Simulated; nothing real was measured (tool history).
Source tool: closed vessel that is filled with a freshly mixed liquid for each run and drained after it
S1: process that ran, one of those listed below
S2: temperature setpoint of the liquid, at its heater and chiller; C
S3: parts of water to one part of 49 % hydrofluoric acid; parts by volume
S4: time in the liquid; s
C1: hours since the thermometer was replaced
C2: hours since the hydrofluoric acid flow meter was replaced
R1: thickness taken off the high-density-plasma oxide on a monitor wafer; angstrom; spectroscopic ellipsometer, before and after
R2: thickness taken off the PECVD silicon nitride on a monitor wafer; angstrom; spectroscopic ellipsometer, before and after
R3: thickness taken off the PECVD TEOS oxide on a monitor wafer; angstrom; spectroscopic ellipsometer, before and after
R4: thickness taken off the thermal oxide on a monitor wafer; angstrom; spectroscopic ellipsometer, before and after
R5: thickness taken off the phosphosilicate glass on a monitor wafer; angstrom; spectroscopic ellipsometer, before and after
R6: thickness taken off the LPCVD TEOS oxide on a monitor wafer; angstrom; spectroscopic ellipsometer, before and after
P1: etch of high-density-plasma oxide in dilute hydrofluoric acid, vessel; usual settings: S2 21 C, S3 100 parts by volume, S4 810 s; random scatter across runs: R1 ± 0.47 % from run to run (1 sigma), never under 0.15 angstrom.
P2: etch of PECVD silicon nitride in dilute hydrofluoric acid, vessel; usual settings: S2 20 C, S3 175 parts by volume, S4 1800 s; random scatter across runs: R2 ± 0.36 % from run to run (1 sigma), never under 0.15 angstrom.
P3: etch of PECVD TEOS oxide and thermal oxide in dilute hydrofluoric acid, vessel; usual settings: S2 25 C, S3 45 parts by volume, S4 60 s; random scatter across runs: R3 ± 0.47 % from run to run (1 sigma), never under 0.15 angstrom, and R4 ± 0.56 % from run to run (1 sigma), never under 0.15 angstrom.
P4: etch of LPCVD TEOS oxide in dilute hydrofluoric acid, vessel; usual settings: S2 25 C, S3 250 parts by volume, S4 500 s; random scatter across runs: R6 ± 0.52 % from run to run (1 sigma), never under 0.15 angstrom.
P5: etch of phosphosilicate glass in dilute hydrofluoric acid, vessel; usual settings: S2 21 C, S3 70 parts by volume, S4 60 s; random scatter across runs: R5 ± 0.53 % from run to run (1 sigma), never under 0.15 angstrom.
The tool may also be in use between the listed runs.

run 1 day=0.471 | S1=P1 S2=21 S3=100 S4=810 | C1=699.8 C2=1684.5 | R1=371.69
run 2 day=0.883 | S1=P2 S2=20 S3=175 S4=1800 | C1=709.7 C2=1694.4 | R2=158.61
run 3 day=1.304 | S1=P3 S2=25 S3=45 S4=60 | C1=719.8 C2=1704.5 | R3=345.65 R4=67.797
run 4 day=1.596 | S1=P5 S2=21 S3=70 S4=110 | C1=726.8 C2=1711.5 | R5=2875
run 5 day=2.046 | S1=P1 S2=21 S3=100 S4=810 | C1=737.6 C2=1722.3 | R1=368.98
run 6 day=2.4 | S1=P5 S2=21 S3=70 S4=60 | C1=746.1 C2=1730.8 | R5=1572.4
run 7 day=2.992 | S1=P1 S2=26.5 S3=100 S4=810 | C1=760.3 C2=1745 | R1=458.44
run 8 day=3.383 | S1=P1 S2=21 S3=55 S4=810 | C1=769.7 C2=1754.4 | R1=703.92
run 9 day=3.679 | S1=P3 S2=25 S3=75 S4=60 | C1=776.8 C2=1761.5 | R3=199.36 R4=38.975
run 10 day=4.088 | S1=P1 S2=21 S3=100 S4=1310 | C1=786.6 C2=1771.3 | R1=596.4
run 11 day=4.404 | S1=P1 S2=21 S3=145 S4=1485 | C1=794.2 C2=1778.9 | R1=446.2
run 12 day=4.825 | S1=P2 S2=20 S3=175 S4=1800 | C1=804.3 C2=1789 | R2=157.88
run 13 day=5.171 | S1=P2 S2=20 S3=65 S4=1800 | C1=812.6 C2=1797.3 | R2=415.1
run 14 day=5.808 | S1=P1 S2=21 S3=100 S4=810 | C1=827.9 C2=1812.6 | R1=369.35
run 15 day=6.433 | S1=P3 S2=31.5 S3=45 S4=60 | C1=842.9 C2=1827.6 | R3=450.28 R4=88.553
run 16 day=6.742 | S1=P5 S2=21 S3=70 S4=60 | C1=850.3 C2=1835 | R5=1558.9
run 17 day=7.071 | S1=P2 S2=28 S3=175 S4=1800 | C1=858.2 C2=1842.9 | R2=264.44
run 18 day=7.367 | S1=P1 S2=17 S3=100 S4=1290 | C1=865.3 C2=1850 | R1=497.75
run 19 day=7.942 | S1=P3 S2=25 S3=45 S4=110 | C1=879.1 C2=1863.8 | R3=631.6 R4=123.81
run 20 day=8.438 | S1=P4 S2=18 S3=250 S4=500 | C1=891 C2=1875.7 | R6=325.55
run 21 day=8.875 | S1=P1 S2=27.5 S3=25 S4=810 | C1=901.5 C2=1886.2 | R1=2120.2
run 22 day=9.325 | S1=P4 S2=25 S3=250 S4=500 | C1=912.3 C2=1897 | R6=420.56
run 23 day=9.667 | S1=P1 S2=21 S3=100 S4=810 | C1=920.5 C2=1905.2 | R1=367.7
run 24 day=10.271 | S1=P1 S2=21 S3=140 S4=810 | C1=935 C2=1919.7 | R1=252.73
run 25 day=10.554 | S1=P5 S2=21 S3=125 S4=60 | C1=941.8 C2=1926.5 | R5=820.1
-- day=10.917 hydrofluoric acid flow meter replaced
run 26 day=11.158 | S1=P4 S2=25 S3=250 S4=30 | C1=956.3 C2=5.9 | R6=25.492
run 27 day=11.583 | S1=P5 S2=28 S3=70 S4=60 | C1=966.5 C2=16.1 | R5=2084.2
run 28 day=11.929 | S1=P2 S2=20 S3=175 S4=40 | C1=974.8 C2=24.4 | R2=3.5708
run 29 day=12.279 | S1=P4 S2=25 S3=405 S4=500 | C1=983.2 C2=32.8 | R6=224.73
run 30 day=12.85 | S1=P1 S2=17 S3=100 S4=810 | C1=996.9 C2=46.5 | R1=314.62
run 31 day=13.433 | S1=P1 S2=21 S3=100 S4=185 | C1=1010.9 C2=60.5 | R1=83.485
run 32 day=13.862 | S1=P1 S2=21 S3=100 S4=810 | C1=1021.2 C2=70.8 | R1=369.94
run 33 day=14.233 | S1=P1 S2=21 S3=100 S4=810 | C1=1030.1 C2=79.7 | R1=361.39
run 34 day=14.579 | S1=P1 S2=21 S3=100 S4=810 | C1=1038.4 C2=88 | R1=358.59
run 35 day=15.112 | S1=P1 S2=21 S3=100 S4=810 | C1=1051.2 C2=100.8 | R1=354.69
run 36 day=15.508 | S1=P1 S2=21 S3=100 S4=810 | C1=1060.7 C2=110.3 | R1=352.19
run 37 day=15.833 | S1=P1 S2=21 S3=100 S4=810 | C1=1068.5 C2=118.1 | R1=350.9
run 38 day=16.4 | S1=P1 S2=21 S3=100 S4=810 | C1=1082.1 C2=131.7 | R1=349.88

What will run 39 give?
run 39 day=17.025 | S1=P1 S2=21 S3=100 S4=810 | C1=1097.1 C2=146.7 | R1=?

R1: 350.36 angstrom

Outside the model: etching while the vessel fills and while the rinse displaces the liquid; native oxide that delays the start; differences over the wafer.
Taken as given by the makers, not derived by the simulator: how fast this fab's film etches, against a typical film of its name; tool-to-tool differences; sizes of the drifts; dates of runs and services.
